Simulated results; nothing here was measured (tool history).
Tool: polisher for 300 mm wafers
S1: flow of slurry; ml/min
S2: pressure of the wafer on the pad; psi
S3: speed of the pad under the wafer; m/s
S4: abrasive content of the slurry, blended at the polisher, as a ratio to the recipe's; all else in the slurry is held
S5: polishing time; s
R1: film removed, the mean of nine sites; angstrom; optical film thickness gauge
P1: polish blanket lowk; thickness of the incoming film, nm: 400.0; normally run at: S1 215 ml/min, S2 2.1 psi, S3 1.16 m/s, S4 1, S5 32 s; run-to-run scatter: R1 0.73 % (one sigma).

run,hour,S1,S2,S3,S4,S5,R1
1,13.3,215,2.1,1.16,1,32,184.28
2,25.8,340,2.1,1.16,1,32,193.07
# hour 42.3: slurry nozzle cleaned
3,44.5,130,2.1,1.16,1,32,169.82
4,53.4,215,2.1,1.16,1,32,184.61
5,70.7,215,2.1,1.16,1,17,97.771
6,83.5,215,2.1,1.66,1,32,245.85
7,95.4,215,2.1,1.16,1,32,184.29
8,109.2,215,2.1,0.52,1,32,96.382
9,123,215,2.1,1.16,1,32,183.88
10,134.7,215,2.1,1.16,1.45,32,213.29
11,149.9,215,1.5,1.16,1,32,132.3
# hour 154.9: conditioning disc replaced and pad reconditioned
12,159.4,215,2.1,1.16,1,50,284.55
13,175.3,215,2.1,1.16,1,32,184.69
14,186.8,305,2.1,0.84,1,32,145.33
15,205.2,130,2.1,1.16,1,16,85.115
16,215,215,3.2,1.16,1,32,278.93
17,225.9,215,2.1,1.16,0.55,32,134.4
18,241.6,215,2.1,1.16,1,32,182.7
19,250.4,215,2.1,1.16,1,32,178.74
20,266.7,215,2.1,1.16,1,32,169.1
# hour 273.9: slurry nozzle cleaned
21,277.1,215,2.1,1.16,1,32,163.23
22,288.5,215,2.1,1.16,1,32,162.09
# hour 295.1: conditioning disc replaced and pad reconditioned
23,298.3,215,2.1,1.16,1,32,160.28
# hour 301.9: head pressure recalibrated
24,313.9,215,2.1,1.16,1,32,160.9
25,324.6,215,2.1,1.16,1,32,161.1
26,332.8,215,2.1,1.16,1,32,159.65

What P1 gives has crept away from where it was. These 2 causes fit the log equally well, each at the size given:
A: removal rate lost through wear of the pad, % = 12.9
B: abrasive missing from the slurry, % = 24.6
The creep began at about hour 241.6.
Why every other cause is out:
slurry flow missing at the pad, %: serviced at hour 273.9, which brought nothing back
head's pressure below its setpoint, %: serviced at hour 301.9, which brought nothing back
time polished since the conditioner stopped cutting, s: serviced at hour 295.1, which brought nothing back

4 check runs are offered, each on 5 wafers whose results are averaged, their results left as question marks. Which one tells the causes apart?
check 1,341,335,2.1,1.16,1,32,?
check 2,341,215,3.1,1.16,1,46,?
check 3,341,215,2.1,1.16,1,45,?
check 4,341,130,2.1,1.16,1.4,32,?

What each check would give under each cause:
check,result,if A,if B
check 1,R1,167.32,167.29
check 2,R1,339.63,339.58
check 3,R1,225.07,225.03
check 4,R1,169.98,173.98
How far apart the two closest causes lie, in the result that separates them most: check 1 0.02 %; check 2 0.02 %; check 3 0.02 %; check 4 2.32 %
Only check 4 tells the causes apart: in the others they would give nearly the same result.

Check 4 was then run and gave: R1 170.9 angstrom. Which cause is it?

It is A: removal rate lost through wear of the pad, %.
